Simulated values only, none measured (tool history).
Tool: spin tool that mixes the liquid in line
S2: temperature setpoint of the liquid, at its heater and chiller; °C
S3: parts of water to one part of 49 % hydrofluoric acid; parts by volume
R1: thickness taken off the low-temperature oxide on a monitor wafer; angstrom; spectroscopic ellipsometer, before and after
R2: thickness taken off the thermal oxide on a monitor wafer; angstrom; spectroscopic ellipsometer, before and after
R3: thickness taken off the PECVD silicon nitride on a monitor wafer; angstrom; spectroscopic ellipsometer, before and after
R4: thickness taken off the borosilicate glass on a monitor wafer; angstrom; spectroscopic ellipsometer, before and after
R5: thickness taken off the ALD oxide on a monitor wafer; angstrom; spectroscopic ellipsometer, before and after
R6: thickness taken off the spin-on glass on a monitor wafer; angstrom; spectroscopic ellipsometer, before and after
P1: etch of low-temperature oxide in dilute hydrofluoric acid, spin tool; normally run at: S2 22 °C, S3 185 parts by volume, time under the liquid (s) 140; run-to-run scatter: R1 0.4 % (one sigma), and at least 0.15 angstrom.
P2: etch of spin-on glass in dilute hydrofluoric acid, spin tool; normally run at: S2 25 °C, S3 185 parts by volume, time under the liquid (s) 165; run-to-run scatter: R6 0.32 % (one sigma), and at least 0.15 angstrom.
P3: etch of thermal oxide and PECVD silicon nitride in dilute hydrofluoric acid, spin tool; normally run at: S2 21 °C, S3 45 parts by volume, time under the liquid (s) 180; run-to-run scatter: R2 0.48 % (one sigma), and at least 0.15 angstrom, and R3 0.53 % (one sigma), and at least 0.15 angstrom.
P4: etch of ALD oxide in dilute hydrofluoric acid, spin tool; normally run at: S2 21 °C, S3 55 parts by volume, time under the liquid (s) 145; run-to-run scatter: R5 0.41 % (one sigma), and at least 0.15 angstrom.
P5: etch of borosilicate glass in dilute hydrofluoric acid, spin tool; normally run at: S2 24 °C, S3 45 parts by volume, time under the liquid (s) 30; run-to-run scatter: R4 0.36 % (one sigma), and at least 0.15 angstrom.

run 1 hour=13 | process_that_ran=P1 S2=22 S3=185 time_under_the_liquid_(s)=140 | R1=81.768
run 2 hour=21.2 | process_that_ran=P3 S2=21 S3=45 time_under_the_liquid_(s)=265 | R2=251.57 R3=83.505
run 3 hour=28.3 | process_that_ran=P5 S2=24 S3=75 time_under_the_liquid_(s)=30 | R4=85.849
run 4 hour=36.9 | process_that_ran=P4 S2=21 S3=95 time_under_the_liquid_(s)=145 | R5=160.88
run 5 hour=44.5 | process_that_ran=P1 S2=22 S3=185 time_under_the_liquid_(s)=140 | R1=82.362
run 6 hour=54.4 | process_that_ran=P1 S2=22 S3=185 time_under_the_liquid_(s)=35 | R1=20.193
run 7 hour=62.9 | process_that_ran=P2 S2=25 S3=260 time_under_the_liquid_(s)=165 | R6=219.33
run 8 hour=73.7 | process_that_ran=P1 S2=28.5 S3=185 time_under_the_liquid_(s)=140 | R1=103.51
run 9 hour=83.3 | process_that_ran=P4 S2=21 S3=55 time_under_the_liquid_(s)=145 | R5=295.22
run 10 hour=90.9 | process_that_ran=P3 S2=26 S3=45 time_under_the_liquid_(s)=180 | R2=209.93 R3=78.732
run 11 hour=102.6 | process_that_ran=P5 S2=30.5 S3=45 time_under_the_liquid_(s)=30 | R4=192.98
run 12 hour=110.6 | process_that_ran=P1 S2=22 S3=185 time_under_the_liquid_(s)=255 | R1=147.55
run 13 hour=125.4 | process_that_ran=P5 S2=24 S3=45 time_under_the_liquid_(s)=15 | R4=74.009
run 14 hour=137.9 | process_that_ran=P1 S2=17 S3=185 time_under_the_liquid_(s)=65 | R1=30.985
run 15 hour=150.9 | process_that_ran=P5 S2=24 S3=45 time_under_the_liquid_(s)=30 | R4=148.9
run 16 hour=161.2 | process_that_ran=P3 S2=21 S3=70 time_under_the_liquid_(s)=180 | R2=105.73 R3=36.644
run 17 hour=173.7 | process_that_ran=P4 S2=21 S3=55 time_under_the_liquid_(s)=145 | R5=295.99
run 18 hour=182.9 | process_that_ran=P2 S2=25 S3=185 time_under_the_liquid_(s)=290 | R6=584.23
run 19 hour=197.9 | process_that_ran=P1 S2=22 S3=250 time_under_the_liquid_(s)=140 | R1=56.291
run 20 hour=211.9 | process_that_ran=P1 S2=22 S3=185 time_under_the_liquid_(s)=140 | R1=81.618
run 21 hour=226.8 | process_that_ran=P1 S2=22 S3=185 time_under_the_liquid_(s)=140 | R1=81.537
run 22 hour=238.5 | process_that_ran=P3 S2=21 S3=45 time_under_the_liquid_(s)=180 | R2=171.8 R3=56.254
run 23 hour=247.1 | process_that_ran=P2 S2=33.5 S3=185 time_under_the_liquid_(s)=165 | R6=450.95
run 24 hour=253.9 | process_that_ran=P4 S2=21 S3=55 time_under_the_liquid_(s)=250 | R5=509.37
run 25 hour=265.1 | process_that_ran=P1 S2=17 S3=185 time_under_the_liquid_(s)=140 | R1=67.006
run 26 hour=278.7 | process_that_ran=P4 S2=27 S3=55 time_under_the_liquid_(s)=145 | R5=375.74
run 27 hour=288.9 | process_that_ran=P5 S2=24 S3=45 time_under_the_liquid_(s)=30 | R4=148.89
run 28 hour=303.4 | process_that_ran=P2 S2=25 S3=185 time_under_the_liquid_(s)=165 | R6=333.16
run 29 hour=313.5 | process_that_ran=P1 S2=22 S3=40 time_under_the_liquid_(s)=140 | R1=444.07
run 30 hour=326.2 | process_that_ran=P1 S2=22 S3=185 time_under_the_liquid_(s)=140 | R1=81.515
run 31 hour=340.7 | process_that_ran=P1 S2=22 S3=185 time_under_the_liquid_(s)=140 | R1=84.61
run 32 hour=351.8 | process_that_ran=P1 S2=22 S3=185 time_under_the_liquid_(s)=140 | R1=84.935
run 33 hour=359.6 | process_that_ran=P1 S2=22 S3=185 time_under_the_liquid_(s)=140 | R1=86.513
run 34 hour=371.3 | process_that_ran=P1 S2=22 S3=185 time_under_the_liquid_(s)=140 | R1=86.211
run 35 hour=381.1 | process_that_ran=P1 S2=22 S3=185 time_under_the_liquid_(s)=140 | R1=87.27
run 36 hour=390.5 | process_that_ran=P1 S2=22 S3=185 time_under_the_liquid_(s)=140 | R1=87.507
run 37 hour=405.6 | process_that_ran=P1 S2=22 S3=185 time_under_the_liquid_(s)=140 | R1=86.903
run 38 hour=412.8 | process_that_ran=P1 S2=22 S3=185 time_under_the_liquid_(s)=140 | R1=87.694
run 39 hour=422 | process_that_ran=P1 S2=22 S3=185 time_under_the_liquid_(s)=140 | R1=87.445
run 40 hour=431.1 | process_that_ran=P1 S2=22 S3=185 time_under_the_liquid_(s)=140 | R1=88.75
run 41 hour=445.1 | process_that_ran=P1 S2=22 S3=185 time_under_the_liquid_(s)=140 | R1=87.685

What P1 gives has crept away from where it was. These 2 causes fit the log equally well, each at the size given:
A: liquid hotter than its thermometer reads (K) = 2.02
B: hydrofluoric acid flow above the setpoint (%) = 6.6
The creep began at about hour 326.2.

4 check runs are offered, one wafer each, their results left as question marks. Which one tells the causes apart?
run check 1 hour=459.1 | process_that_ran=P2 S2=25 S3=185 time_under_the_liquid_(s)=290 | R6=?
run check 2 hour=459.1 | process_that_ran=P5 S2=29.5 S3=75 time_under_the_liquid_(s)=30 | R4=?
run check 3 hour=459.1 | process_that_ran=P3 S2=21 S3=60 time_under_the_liquid_(s)=180 | R2=? R3=?
run check 4 hour=459.1 | process_that_ran=P4 S2=25.5 S3=90 time_under_the_liquid_(s)=145 | R5=?

What each check would give under each cause:
check=check_1 result=R6 if_A=630.86 if_B=632.76
check=check_2 result=R4 if_A=115.02 if_B=114.28
check=check_3 result=R2 if_A=136.6 if_B=134.5
check=check_3 result=R3 if_A=48.731 if_B=45.194
check=check_4 result=R5 if_A=223.31 if_B=221.59
How far apart the two closest causes lie, in the result that separates them most: check 1 0.3 %; check 2 0.64 %; check 3 7.54 %; check 4 0.77 %
Check 3 tells the causes apart: in the others they would give nearly the same result.

Then check 3 was run and gave: R2 134.22 angstrom; R3 44.675 angstrom. Which cause is it?

It is B: hydrofluoric acid flow above the setpoint (%).

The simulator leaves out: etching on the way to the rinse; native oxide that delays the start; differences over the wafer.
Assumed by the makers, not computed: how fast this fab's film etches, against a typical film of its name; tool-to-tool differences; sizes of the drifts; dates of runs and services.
